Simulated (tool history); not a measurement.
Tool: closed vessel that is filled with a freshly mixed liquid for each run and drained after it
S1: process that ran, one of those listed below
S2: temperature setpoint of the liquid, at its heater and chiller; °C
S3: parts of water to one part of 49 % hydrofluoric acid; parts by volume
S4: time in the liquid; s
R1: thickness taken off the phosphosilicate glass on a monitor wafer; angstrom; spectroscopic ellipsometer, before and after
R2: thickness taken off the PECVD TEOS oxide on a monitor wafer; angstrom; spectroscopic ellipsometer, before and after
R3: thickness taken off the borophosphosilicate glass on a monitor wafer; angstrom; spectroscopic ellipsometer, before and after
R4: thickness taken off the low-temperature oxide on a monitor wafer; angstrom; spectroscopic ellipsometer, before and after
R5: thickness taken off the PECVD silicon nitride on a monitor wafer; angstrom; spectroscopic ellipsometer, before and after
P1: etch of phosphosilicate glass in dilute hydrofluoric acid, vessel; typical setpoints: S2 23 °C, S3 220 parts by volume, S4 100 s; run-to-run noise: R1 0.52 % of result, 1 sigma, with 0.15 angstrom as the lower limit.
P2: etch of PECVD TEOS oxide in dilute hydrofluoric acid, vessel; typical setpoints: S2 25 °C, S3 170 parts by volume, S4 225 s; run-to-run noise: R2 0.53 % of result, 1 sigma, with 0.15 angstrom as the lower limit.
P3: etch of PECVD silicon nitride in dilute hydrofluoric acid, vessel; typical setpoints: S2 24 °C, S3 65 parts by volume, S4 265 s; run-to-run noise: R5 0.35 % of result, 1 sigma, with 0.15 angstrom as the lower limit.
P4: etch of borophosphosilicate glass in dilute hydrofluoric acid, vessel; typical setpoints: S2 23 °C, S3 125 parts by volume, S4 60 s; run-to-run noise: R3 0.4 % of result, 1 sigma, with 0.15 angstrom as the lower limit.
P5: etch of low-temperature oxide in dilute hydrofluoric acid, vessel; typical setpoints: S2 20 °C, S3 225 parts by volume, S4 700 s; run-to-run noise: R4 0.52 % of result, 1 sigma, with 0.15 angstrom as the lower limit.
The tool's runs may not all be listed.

Run 1, day 0.35: S1 P1, S2 23 °C, S3 220 parts by volume, S4 100 s. Result: R1 281.76 angstrom.
Run 2, day 0.983: S1 P2, S2 25 °C, S3 170 parts by volume, S4 225 s. Result: R2 225.62 angstrom.
Run 3, day 1.462: S1 P4, S2 23 °C, S3 125 parts by volume, S4 30 s. Result: R3 116.6 angstrom.
Run 4, day 2.112: S1 P5, S2 20 °C, S3 225 parts by volume, S4 700 s. Result: R4 241.39 angstrom.
Run 5, day 2.571: S1 P2, S2 25 °C, S3 60 parts by volume, S4 225 s. Result: R2 738.17 angstrom.
Run 6, day 3.179: S1 P4, S2 17.5 °C, S3 125 parts by volume, S4 60 s. Result: R3 187.05 angstrom.
Run 7, day 3.579: S1 P1, S2 23 °C, S3 220 parts by volume, S4 100 s. Result: R1 279.79 angstrom.
Run 8, day 4.171: S1 P5, S2 20 °C, S3 360 parts by volume, S4 700 s. Result: R4 135.39 angstrom.
Run 9, day 4.575: S1 P3, S2 24 °C, S3 65 parts by volume, S4 265 s. Result: R5 122.38 angstrom.
Run 10, day 5.2: S1 P1, S2 23 °C, S3 220 parts by volume, S4 145 s. Result: R1 404.66 angstrom.
Run 11, day 5.775: S1 P1, S2 23 °C, S3 220 parts by volume, S4 100 s. Result: R1 280.15 angstrom.
Run 12, day 6.446: S1 P5, S2 20 °C, S3 225 parts by volume, S4 145 s. Result: R4 50.57 angstrom.
Run 13, day 6.996: S1 P1, S2 23 °C, S3 220 parts by volume, S4 100 s. Result: R1 279.56 angstrom.
Run 14, day 7.383: S1 P1, S2 23 °C, S3 220 parts by volume, S4 100 s. Result: R1 282.1 angstrom.
Run 15, day 7.712: S1 P2, S2 29.5 °C, S3 170 parts by volume, S4 225 s. Result: R2 267.68 angstrom.
Run 16, day 8.133: S1 P1, S2 28.5 °C, S3 220 parts by volume, S4 100 s. Result: R1 340.26 angstrom.
Run 17, day 8.65: S1 P2, S2 25 °C, S3 170 parts by volume, S4 440 s. Result: R2 446.1 angstrom.
Run 18, day 9.329: S1 P3, S2 24 °C, S3 65 parts by volume, S4 60 s. Result: R5 27.902 angstrom.
Run 19, day 9.642: S1 P1, S2 31 °C, S3 295 parts by volume, S4 100 s. Result: R1 251.78 angstrom.
Run 20, day 10: S1 P1, S2 23 °C, S3 220 parts by volume, S4 100 s. Result: R1 281.71 angstrom.
Run 21, day 10.529: S1 P4, S2 23 °C, S3 125 parts by volume, S4 60 s. Result: R3 231.76 angstrom.
Run 22, day 11.217: S1 P1, S2 17 °C, S3 220 parts by volume, S4 100 s. Result: R1 223.37 angstrom.
Run 23, day 11.729: S1 P5, S2 27 °C, S3 225 parts by volume, S4 700 s. Result: R4 313.26 angstrom.
Run 24, day 12.429: S1 P3, S2 24 °C, S3 105 parts by volume, S4 265 s. Result: R5 76.795 angstrom.
Run 25, day 12.975: S1 P3, S2 30.5 °C, S3 65 parts by volume, S4 265 s. Result: R5 189.18 angstrom.
At day 12.979: thermometer replaced.
Run 26, day 13.662: S1 P4, S2 23 °C, S3 125 parts by volume, S4 60 s. Result: R3 234.07 angstrom.
Run 27, day 14.142: S1 P1, S2 17 °C, S3 220 parts by volume, S4 35 s. Result: R1 78.205 angstrom.
Run 28, day 14.538: S1 P1, S2 23 °C, S3 50 parts by volume, S4 100 s. Result: R1 1499.9 angstrom.
Run 29, day 14.842: S1 P4, S2 23 °C, S3 215 parts by volume, S4 60 s. Result: R3 122.5 angstrom.
Run 30, day 15.45: S1 P1, S2 23 °C, S3 370 parts by volume, S4 100 s. Result: R1 145.98 angstrom.
Run 31, day 15.938: S1 P1, S2 23 °C, S3 220 parts by volume, S4 30 s. Result: R1 84.625 angstrom.
Run 32, day 16.25: S1 P1, S2 23 °C, S3 220 parts by volume, S4 100 s. Result: R1 281.3 angstrom.
Run 33, day 16.846: S1 P1, S2 23 °C, S3 220 parts by volume, S4 100 s. Result: R1 268.87 angstrom.
Run 34, day 17.558: S1 P1, S2 23 °C, S3 220 parts by volume, S4 100 s. Result: R1 263.29 angstrom.
Run 35, day 17.912: S1 P1, S2 23 °C, S3 220 parts by volume, S4 100 s. Result: R1 263.57 angstrom.
Run 36, day 18.383: S1 P1, S2 23 °C, S3 220 parts by volume, S4 100 s. Result: R1 262.51 angstrom.
Run 37, day 19.083: S1 P1, S2 23 °C, S3 220 parts by volume, S4 100 s. Result: R1 259.83 angstrom.
Run 38, day 19.725: S1 P1, S2 23 °C, S3 220 parts by volume, S4 100 s. Result: R1 261.91 angstrom.
Run 39, day 20.404: S1 P1, S2 23 °C, S3 220 parts by volume, S4 100 s. Result: R1 261.51 angstrom.

The output of P1 has drifted from where it used to be. Each of the 2 causes below, taken at the size shown beside it, accounts for the log equally well:
A: hydrofluoric acid flow below the setpoint (%) = 6.07
B: liquid colder than its thermometer reads (K) = 2.07
Onset of the creep was near day 16.25.

Of the 4 check runs listed below, each run on one wafer and each result written as a question mark, which would let you distinguish the listed causes because they would give clearly different results?
Run check 1, day 21.083: S1 P5, S2 20 °C, S3 335 parts by volume, S4 700 s. Result: R4 ?.
Run check 2, day 21.083: S1 P4, S2 23 °C, S3 210 parts by volume, S4 40 s. Result: R3 ?.
Run check 3, day 21.083: S1 P3, S2 24 °C, S3 95 parts by volume, S4 135 s. Result: R5 ?.
Run check 4, day 21.083: S1 P2, S2 29 °C, S3 170 parts by volume, S4 380 s. Result: R2 ?.

What every check run would give for each of its results, assuming each possible cause in turn:
  check  result    if A    if B
check 1      R4  136.16  136.99
check 2      R3   77.87  77.782
check 3      R5  40.522  37.555
check 4      R2  410.82   411.4
Separation of the two closest causes in each check, using whichever result separates them best: check 1 0.61 %; check 2 0.11 %; check 3 7.61 %; check 4 0.14 %
Check 3 is the one run that separates the causes; every other check would come out nearly the same whichever cause is at work.

Check 3 has now been run. It gave: R5 40.513 angstrom. Which of the candidate causes is it?

Of the candidate causes, it is A: hydrofluoric acid flow below the setpoint (%).

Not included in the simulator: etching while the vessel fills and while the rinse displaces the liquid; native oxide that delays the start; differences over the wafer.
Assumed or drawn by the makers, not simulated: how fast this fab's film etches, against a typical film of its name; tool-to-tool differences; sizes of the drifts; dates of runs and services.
